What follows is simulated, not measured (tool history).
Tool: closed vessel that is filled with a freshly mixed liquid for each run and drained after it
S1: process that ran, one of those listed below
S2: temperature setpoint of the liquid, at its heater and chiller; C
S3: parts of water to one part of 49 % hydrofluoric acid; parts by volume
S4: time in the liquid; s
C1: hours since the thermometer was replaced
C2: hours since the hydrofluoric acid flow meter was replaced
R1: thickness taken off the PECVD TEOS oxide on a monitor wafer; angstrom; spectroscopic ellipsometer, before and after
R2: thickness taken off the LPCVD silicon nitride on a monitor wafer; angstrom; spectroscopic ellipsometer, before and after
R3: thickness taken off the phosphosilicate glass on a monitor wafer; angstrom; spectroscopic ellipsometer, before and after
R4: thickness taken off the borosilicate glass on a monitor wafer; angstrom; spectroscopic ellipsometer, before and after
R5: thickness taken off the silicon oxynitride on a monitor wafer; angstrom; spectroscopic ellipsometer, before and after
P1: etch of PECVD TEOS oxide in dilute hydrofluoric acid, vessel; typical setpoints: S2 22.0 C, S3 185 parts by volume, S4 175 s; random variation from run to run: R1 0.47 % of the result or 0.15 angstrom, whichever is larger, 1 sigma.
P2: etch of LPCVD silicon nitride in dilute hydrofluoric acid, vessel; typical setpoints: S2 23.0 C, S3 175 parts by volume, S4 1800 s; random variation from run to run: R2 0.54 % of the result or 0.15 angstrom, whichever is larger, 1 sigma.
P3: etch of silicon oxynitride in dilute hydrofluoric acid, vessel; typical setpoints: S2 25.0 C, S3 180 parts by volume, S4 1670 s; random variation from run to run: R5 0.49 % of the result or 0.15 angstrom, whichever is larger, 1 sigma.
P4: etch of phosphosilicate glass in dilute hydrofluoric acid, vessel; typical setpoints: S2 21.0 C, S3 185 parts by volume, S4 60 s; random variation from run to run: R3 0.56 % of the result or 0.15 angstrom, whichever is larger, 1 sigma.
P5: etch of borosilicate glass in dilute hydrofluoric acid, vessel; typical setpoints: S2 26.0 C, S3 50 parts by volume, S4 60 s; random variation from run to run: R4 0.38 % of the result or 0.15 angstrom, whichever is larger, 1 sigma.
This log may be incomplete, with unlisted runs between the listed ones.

| run | hour | S1 | S2 | S3 | S4 | C1 | C2 | R1 | R2 | R3 | R4 | R5 |
|---|---|---|---|---|---|---|---|---|---|---|---|---|
| 1 | 15.0 | P1 | 22.0 | 185 | 175 | 611.8 | 690.0 | 67.602 |  |  |  |  |
| 2 | 30.0 | P2 | 23.0 | 175 | 525 | 626.8 | 705.0 |  | 13.356 |  |  |  |
| 3 | 44.9 | P1 | 27.0 | 185 | 175 | 641.7 | 719.9 | 81.742 |  |  |  |  |
| 4 | 54.0 | P4 | 21.0 | 35 | 60 | 650.8 | 729.0 |  |  | 1786.90 |  |  |
| 5 | 72.0 | P5 | 26.0 | 50 | 60 | 668.8 | 747.0 |  |  |  | 516.78 |  |
| 6 | 87.0 | P1 | 17.0 | 80 | 175 | 683.8 | 762.0 | 142.170 |  |  |  |  |
| 7 | 96.8 | P5 | 26.0 | 50 | 60 | 693.6 | 771.8 |  |  |  | 519.17 |  |
| 8 | 111.0 | P4 | 21.0 | 185 | 60 | 707.8 | 786.0 |  |  | 286.38 |  |  |
| 9 | 125.6 | P1 | 22.0 | 260 | 175 | 722.4 | 800.6 | 44.623 |  |  |  |  |
| 10 | 139.1 | P5 | 26.0 | 25 | 60 | 735.9 | 814.1 |  |  |  | 1082.80 |  |
| 11 | 154.5 | P3 | 25.0 | 180 | 2620 | 751.3 | 829.5 |  |  |  |  | 448.09 |
| 12 | 169.4 | P2 | 27.0 | 175 | 1800 | 766.2 | 844.4 |  | 58.852 |  |  |  |
| 13 | 181.2 | P4 | 21.0 | 185 | 30 | 778.0 | 856.2 |  |  | 142.53 |  |  |
| 14 | 197.5 | P3 | 20.5 | 180 | 1670 | 794.3 | 872.5 |  |  |  |  | 230.54 |
| 15 | 214.1 | P2 | 23.0 | 175 | 1800 | 810.9 | 889.1 |  | 45.996 |  |  |  |
| 16 | 231.3 | P1 | 22.0 | 185 | 175 | 828.1 | 906.3 | 68.217 |  |  |  |  |
| 17 | 250.3 | P1 | 26.5 | 125 | 175 | 847.1 | 925.3 | 126.870 |  |  |  |  |
| 18 | 260.5 | P1 | 22.0 | 185 | 175 | 857.3 | 935.5 | 67.577 |  |  |  |  |
| 19 | 279.3 | P1 | 22.0 | 65 | 175 | 876.1 | 954.3 | 220.660 |  |  |  |  |
| 20 | 290.3 | P1 | 22.0 | 185 | 265 | 887.1 | 965.3 | 102.490 |  |  |  |  |
| 21 | 303.6 | P3 | 25.0 | 285 | 1670 | 900.4 | 978.6 |  |  |  |  | 165.37 |
| 22 | 322.3 | P1 | 22.0 | 185 | 95 | 919.1 | 997.3 | 36.737 |  |  |  |  |
| 23 | 332.6 | P4 | 17.0 | 185 | 60 | 929.4 | 1007.6 |  |  | 245.07 |  |  |
| 24 | 341.7 | P4 | 21.0 | 185 | 60 | 938.5 | 1016.7 |  |  | 286.38 |  |  |
| 25 | 354.3 | P5 | 19.5 | 50 | 60 | 951.1 | 1029.3 |  |  |  | 397.72 |  |
| 26 | 365.3 | P1 | 17.0 | 185 | 175 | 962.1 | 1040.3 | 55.158 |  |  |  |  |
| 27 | 375.3 | P5 | 26.0 | 50 | 95 | 972.1 | 1050.3 |  |  |  | 818.96 |  |
| 28 | 390.4 | P1 | 22.0 | 185 | 175 | 987.2 | 1065.4 | 67.062 |  |  |  |  |
| 29 | 406.8 | P2 | 23.0 | 250 | 1800 | 1003.6 | 1081.8 |  | 32.123 |  |  |  |
| 30 | 419.2 | P3 | 25.0 | 180 | 1670 | 1016.0 | 1094.2 |  |  |  |  | 284.56 |
| 31 | 433.8 | P1 | 17.0 | 250 | 175 | 1030.6 | 1108.8 | 38.791 |  |  |  |  |
| 32 | 448.1 | P1 | 22.0 | 185 | 175 | 1044.9 | 1123.1 | 67.860 |  |  |  |  |
| 33 | 456.7 | P1 | 22.0 | 185 | 175 | 1053.5 | 1131.7 | 69.243 |  |  |  |  |
| 34 | 465.1 | P1 | 22.0 | 185 | 175 | 1061.9 | 1140.1 | 69.698 |  |  |  |  |
| 35 | 480.8 | P1 | 22.0 | 185 | 175 | 1077.6 | 1155.8 | 70.625 |  |  |  |  |
| 36 | 492.6 | P1 | 22.0 | 185 | 175 | 1089.4 | 1167.6 | 70.906 |  |  |  |  |
| 37 | 504.9 | P1 | 22.0 | 185 | 175 | 1101.7 | 1179.9 | 70.962 |  |  |  |  |
| 38 | 519.2 | P1 | 22.0 | 185 | 175 | 1116.0 | 1194.2 | 70.371 |  |  |  |  |
| 39 | 533.3 | P1 | 22.0 | 185 | 175 | 1130.1 | 1208.3 | 71.460 |  |  |  |  |
| 40 | 541.8 | P1 | 22.0 | 185 | 175 | 1138.6 | 1216.8 | 70.841 |  |  |  |  |
| 41 | 560.4 | P1 | 22.0 | 185 | 175 | 1157.2 | 1235.4 | 71.444 |  |  |  |  |

What P1 gives has crept away from where it was. These 2 causes fit the log equally well, each at the size given:
A: hydrofluoric acid flow above the setpoint (%) = 4.78
B: liquid hotter than its thermometer reads (K) = 1.47
The gradual shift began around hour 448.1.

Below are 4 check runs, each on a single wafer, with their results shown as question marks. Which of them would tell the listed causes apart, meaning the causes would give clearly different results under it?
| check 1 | 579.0 | P3 | 25.0 | 180 | 1670 |  |  |  |  |  |  | ? |
| check 2 | 579.0 | P2 | 23.0 | 175 | 1800 |  |  |  | ? |  |  |  |
| check 3 | 579.0 | P5 | 26.0 | 50 | 60 |  |  |  |  |  | ? |  |
| check 4 | 579.0 | P4 | 21.0 | 185 | 60 |  |  |  |  | ? |  |  |

Predicted outcomes, by check and by cause:
| check | result | if A | if B |
|---|---|---|---|
| check 1 | R5 | 300.27 | 303.88 |
| check 2 | R2 | 48.288 | 50.668 |
| check 3 | R4 | 545.08 | 550.20 |
| check 4 | R3 | 302.47 | 302.73 |
Distance between the nearest two causes, measured in the result of the check that separates them most: check 1 1.19 %; check 2 4.81 %; check 3 0.93 %; check 4 0.09 %
Of the check runs offered, only check 2 discriminates between the causes; the rest would read about the same regardless of which cause applies.

Here is what check 2 returned: R2 50.691 angstrom. Which cause is it?

The correct cause is B, namely: liquid hotter than its thermometer reads (K).

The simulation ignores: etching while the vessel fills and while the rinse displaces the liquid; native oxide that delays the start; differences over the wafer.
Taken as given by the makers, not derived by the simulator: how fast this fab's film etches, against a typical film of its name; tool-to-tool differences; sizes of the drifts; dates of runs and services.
